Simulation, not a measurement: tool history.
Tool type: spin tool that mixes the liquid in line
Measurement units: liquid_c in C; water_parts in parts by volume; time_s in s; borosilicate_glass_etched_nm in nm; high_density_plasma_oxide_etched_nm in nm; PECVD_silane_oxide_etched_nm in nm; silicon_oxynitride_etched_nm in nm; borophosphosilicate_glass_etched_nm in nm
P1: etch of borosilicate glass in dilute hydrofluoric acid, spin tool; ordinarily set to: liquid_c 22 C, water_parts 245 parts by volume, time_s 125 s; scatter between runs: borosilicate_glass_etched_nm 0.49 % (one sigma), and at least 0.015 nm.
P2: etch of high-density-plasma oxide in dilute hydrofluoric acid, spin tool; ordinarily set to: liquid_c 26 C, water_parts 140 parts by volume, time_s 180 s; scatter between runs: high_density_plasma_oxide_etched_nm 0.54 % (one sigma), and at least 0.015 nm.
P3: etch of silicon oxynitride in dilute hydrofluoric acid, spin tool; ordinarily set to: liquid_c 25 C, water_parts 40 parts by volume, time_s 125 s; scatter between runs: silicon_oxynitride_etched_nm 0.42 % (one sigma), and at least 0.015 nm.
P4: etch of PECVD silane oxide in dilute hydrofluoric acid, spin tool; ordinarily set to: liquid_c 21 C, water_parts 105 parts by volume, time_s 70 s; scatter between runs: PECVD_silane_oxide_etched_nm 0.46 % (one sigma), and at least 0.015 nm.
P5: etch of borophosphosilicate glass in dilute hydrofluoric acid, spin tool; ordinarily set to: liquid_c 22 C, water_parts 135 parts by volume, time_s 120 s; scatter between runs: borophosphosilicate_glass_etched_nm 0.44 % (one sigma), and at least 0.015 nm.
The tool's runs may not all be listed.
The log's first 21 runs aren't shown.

run	hour	process	liquid_c	water_parts	time_s	hours since the thermometer was replaced	hours since the hydrofluoric acid flow meter was replaced	borosilicate_glass_etched_nm	high_density_plasma_oxide_etched_nm	PECVD_silane_oxide_etched_nm	silicon_oxynitride_etched_nm	borophosphosilicate_glass_etched_nm
22	173.7	P3	25	70	125	384.6	107.5				9.5191	
23	184.4	P2	26	140	180	395.3	118.2		7.7049			
# hour 187.7: thermometer replaced
24	195.1	P1	22	245	125	7.5	128.9	11.866				
25	201.3	P5	22	135	120	13.7	135.1					21.597
26	212.3	P5	22	135	205	24.7	146.1					36.789
27	224	P1	22	65	125	36.4	157.8	55.263				
28	235	P2	26	140	355	47.4	168.8		15.071			
29	243.9	P1	17	245	125	56.3	177.7	9.8662				
30	251.7	P1	26.5	245	125	64.1	185.5	13.997				
31	257.5	P1	22	245	15	69.9	191.3	1.4111				
32	264.4	P1	22	245	125	76.8	198.2	11.871				
33	269.9	P1	22	245	125	82.3	203.7	11.505				

Estimate the outcome of run 34 from the log above:
34	275.3	P1	22	245	125	87.7	209.1	?				

For run 34 the tool returned borosilicate_glass_etched_nm 11.375 nm.
